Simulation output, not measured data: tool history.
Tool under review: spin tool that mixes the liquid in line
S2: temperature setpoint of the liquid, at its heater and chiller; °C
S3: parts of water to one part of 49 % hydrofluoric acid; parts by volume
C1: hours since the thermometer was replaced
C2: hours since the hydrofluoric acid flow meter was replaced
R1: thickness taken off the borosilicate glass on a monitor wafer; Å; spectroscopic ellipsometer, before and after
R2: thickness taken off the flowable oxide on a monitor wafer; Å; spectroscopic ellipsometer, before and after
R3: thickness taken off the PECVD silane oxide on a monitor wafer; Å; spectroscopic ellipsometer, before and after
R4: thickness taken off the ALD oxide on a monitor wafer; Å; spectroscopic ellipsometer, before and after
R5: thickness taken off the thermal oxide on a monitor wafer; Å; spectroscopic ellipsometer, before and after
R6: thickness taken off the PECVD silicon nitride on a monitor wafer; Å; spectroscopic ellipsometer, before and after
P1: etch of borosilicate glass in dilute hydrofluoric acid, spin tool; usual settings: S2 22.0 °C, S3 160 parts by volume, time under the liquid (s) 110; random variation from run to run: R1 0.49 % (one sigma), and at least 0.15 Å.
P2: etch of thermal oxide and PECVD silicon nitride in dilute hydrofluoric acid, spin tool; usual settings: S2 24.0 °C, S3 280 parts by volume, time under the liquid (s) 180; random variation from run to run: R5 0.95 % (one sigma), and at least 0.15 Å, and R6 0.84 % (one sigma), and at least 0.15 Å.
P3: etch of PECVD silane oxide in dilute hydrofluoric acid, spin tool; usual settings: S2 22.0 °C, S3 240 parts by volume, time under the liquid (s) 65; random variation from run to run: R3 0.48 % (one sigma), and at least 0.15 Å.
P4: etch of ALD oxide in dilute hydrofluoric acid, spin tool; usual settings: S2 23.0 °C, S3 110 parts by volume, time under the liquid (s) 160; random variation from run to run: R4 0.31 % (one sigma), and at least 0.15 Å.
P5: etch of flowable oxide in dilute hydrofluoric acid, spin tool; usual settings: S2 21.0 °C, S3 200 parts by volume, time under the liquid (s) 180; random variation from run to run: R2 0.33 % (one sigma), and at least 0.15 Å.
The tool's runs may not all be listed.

Run 1, hour 11.2: process that ran P1, S2 22.0 °C, S3 160 parts by volume, time under the liquid (s) 110; C1 597.0; C2 380.5. Result: R1 147.080 Å.
Run 2, hour 23.5: process that ran P1, S2 17.0 °C, S3 220 parts by volume, time under the liquid (s) 110; C1 609.3; C2 392.8. Result: R1 82.823 Å.
Run 3, hour 35.2: process that ran P5, S2 21.0 °C, S3 200 parts by volume, time under the liquid (s) 180; C1 621.0; C2 404.5. Result: R2 298.34 Å.
Run 4, hour 42.4: process that ran P3, S2 22.0 °C, S3 240 parts by volume, time under the liquid (s) 20; C1 628.2; C2 411.7. Result: R3 33.719 Å.
Run 5, hour 53.7: process that ran P3, S2 22.0 °C, S3 240 parts by volume, time under the liquid (s) 65; C1 639.5; C2 423.0. Result: R3 110.250 Å.
Run 6, hour 60.1: process that ran P3, S2 22.0 °C, S3 145 parts by volume, time under the liquid (s) 65; C1 645.9; C2 429.4. Result: R3 200.160 Å.
Run 7, hour 72.3: process that ran P1, S2 22.0 °C, S3 160 parts by volume, time under the liquid (s) 110; C1 658.1; C2 441.6. Result: R1 148.780 Å.
Run 8, hour 78.9: process that ran P4, S2 23.0 °C, S3 160 parts by volume, time under the liquid (s) 160; C1 664.7; C2 448.2. Result: R4 275.93 Å.
Run 9, hour 91.6: process that ran P1, S2 22.0 °C, S3 160 parts by volume, time under the liquid (s) 220; C1 677.4; C2 460.9. Result: R1 293.410 Å.
Run 10, hour 102.1: process that ran P1, S2 22.0 °C, S3 160 parts by volume, time under the liquid (s) 110; C1 687.9; C2 471.4. Result: R1 148.150 Å.
Run 11, hour 112.2: process that ran P1, S2 18.0 °C, S3 160 parts by volume, time under the liquid (s) 110; C1 698.0; C2 481.5. Result: R1 125.690 Å.
Run 12, hour 122.2: process that ran P1, S2 22.0 °C, S3 160 parts by volume, time under the liquid (s) 110; C1 708.0; C2 491.5. Result: R1 147.690 Å.
Run 13, hour 128.5: process that ran P1, S2 22.0 °C, S3 160 parts by volume, time under the liquid (s) 45; C1 714.3; C2 497.8. Result: R1 60.705 Å.
Run 14, hour 137.4: process that ran P2, S2 24.0 °C, S3 280 parts by volume, time under the liquid (s) 180; C1 723.2; C2 506.7. Result: R5 23.807 Å, R6 26.549 Å.
Run 15, hour 144.7: process that ran P5, S2 21.0 °C, S3 200 parts by volume, time under the liquid (s) 275; C1 730.5; C2 514.0. Result: R2 454.82 Å.
Run 16, hour 152.4: process that ran P3, S2 28.5 °C, S3 240 parts by volume, time under the liquid (s) 65; C1 738.2; C2 521.7. Result: R3 138.000 Å.
Run 17, hour 164.1: process that ran P2, S2 24.0 °C, S3 445 parts by volume, time under the liquid (s) 180; C1 749.9; C2 533.4. Result: R5 12.962 Å, R6 17.040 Å.
Run 18, hour 177.9: process that ran P2, S2 17.0 °C, S3 280 parts by volume, time under the liquid (s) 180; C1 763.7; C2 547.2. Result: R5 18.350 Å, R6 16.785 Å.
Run 19, hour 189.3: process that ran P4, S2 23.0 °C, S3 110 parts by volume, time under the liquid (s) 230; C1 775.1; C2 558.6. Result: R4 608.88 Å.
Run 20, hour 202.6: process that ran P1, S2 22.0 °C, S3 255 parts by volume, time under the liquid (s) 110; C1 788.4; C2 571.9. Result: R1 84.285 Å.
Run 21, hour 211.0: process that ran P1, S2 27.0 °C, S3 160 parts by volume, time under the liquid (s) 110; C1 796.8; C2 580.3. Result: R1 179.470 Å.
Run 22, hour 217.3: process that ran P2, S2 24.0 °C, S3 280 parts by volume, time under the liquid (s) 180; C1 803.1; C2 586.6. Result: R5 24.393 Å, R6 26.526 Å.
Run 23, hour 225.9: process that ran P4, S2 23.0 °C, S3 110 parts by volume, time under the liquid (s) 160; C1 811.7; C2 595.2. Result: R4 423.96 Å.
Run 24, hour 237.7: process that ran P5, S2 21.0 °C, S3 120 parts by volume, time under the liquid (s) 180; C1 823.5; C2 607.0. Result: R2 542.56 Å.
Run 25, hour 250.0: process that ran P2, S2 24.0 °C, S3 280 parts by volume, time under the liquid (s) 80; C1 835.8; C2 619.3. Result: R5 10.959 Å, R6 11.770 Å.
Run 26, hour 262.1: process that ran P4, S2 17.0 °C, S3 110 parts by volume, time under the liquid (s) 160; C1 847.9; C2 631.4. Result: R4 335.48 Å.
Run 27, hour 269.3: process that ran P5, S2 17.0 °C, S3 200 parts by volume, time under the liquid (s) 180; C1 855.1; C2 638.6. Result: R2 256.89 Å.
Run 28, hour 276.2: process that ran P1, S2 22.0 °C, S3 75 parts by volume, time under the liquid (s) 110; C1 862.0; C2 645.5. Result: R1 349.740 Å.
Run 29, hour 289.4: process that ran P1, S2 22.0 °C, S3 160 parts by volume, time under the liquid (s) 110; C1 875.2; C2 658.7. Result: R1 148.720 Å.
Run 30, hour 301.6: process that ran P1, S2 22.0 °C, S3 160 parts by volume, time under the liquid (s) 110; C1 887.4; C2 670.9. Result: R1 143.150 Å.
Run 31, hour 313.3: process that ran P1, S2 22.0 °C, S3 160 parts by volume, time under the liquid (s) 110; C1 899.1; C2 682.6. Result: R1 140.560 Å.
Run 32, hour 323.0: process that ran P1, S2 22.0 °C, S3 160 parts by volume, time under the liquid (s) 110; C1 908.8; C2 692.3. Result: R1 140.170 Å.
Run 33, hour 334.4: process that ran P1, S2 22.0 °C, S3 160 parts by volume, time under the liquid (s) 110; C1 920.2; C2 703.7. Result: R1 138.990 Å.
Run 34, hour 344.1: process that ran P1, S2 22.0 °C, S3 160 parts by volume, time under the liquid (s) 110; C1 929.9; C2 713.4. Result: R1 139.280 Å.
Run 35, hour 356.9: process that ran P1, S2 22.0 °C, S3 160 parts by volume, time under the liquid (s) 110; C1 942.7; C2 726.2. Result: R1 139.160 Å.
Run 36, hour 363.6: process that ran P1, S2 22.0 °C, S3 160 parts by volume, time under the liquid (s) 110; C1 949.4; C2 732.9. Result: R1 138.500 Å.

The output of P1 has drifted from where it used to be. Each of the 2 causes below, taken at the size shown beside it, accounts for the log equally well:
A: liquid colder than its thermometer reads (K) = 1.59
B: hydrofluoric acid flow below the setpoint (%) = 5.12
The gradual shift began around hour 289.4.

Below are 4 check runs, each averaged over 3 wafers, with their results shown as question marks. Which of them would give clearly different results depending on which cause is behind the drift?
Run check 1, hour 370.3: process that ran P3, S2 22.0 °C, S3 240 parts by volume, time under the liquid (s) 65. Result: R3 ?.
Run check 2, hour 370.3: process that ran P5, S2 21.0 °C, S3 200 parts by volume, time under the liquid (s) 180. Result: R2 ?.
Run check 3, hour 370.3: process that ran P4, S2 23.0 °C, S3 110 parts by volume, time under the liquid (s) 160. Result: R4 ?.
Run check 4, hour 370.3: process that ran P2, S2 24.0 °C, S3 280 parts by volume, time under the liquid (s) 180. Result: R5 ?, R6 ?.

How each check would come out, cause by cause:
  check  result     if A     if B
check 1      R3  103.580  102.950
check 2      R2   281.04   280.46
check 3      R4   399.12   400.72
check 4      R5   22.888   22.638
check 4      R6   23.992   25.131
Distance between the nearest two causes, measured in the result of the check that separates them most: check 1 0.61 %; check 2 0.21 %; check 3 0.4 %; check 4 4.64 %
Only in check 4 would the causes give clearly different results; in the remaining checks their results would be nearly the same.

The results of check 4 are: R5 22.667 Å; R6 24.059 Å. Based on these, which of the listed causes is it?

Of the candidate causes, it is A: liquid colder than its thermometer reads (K).
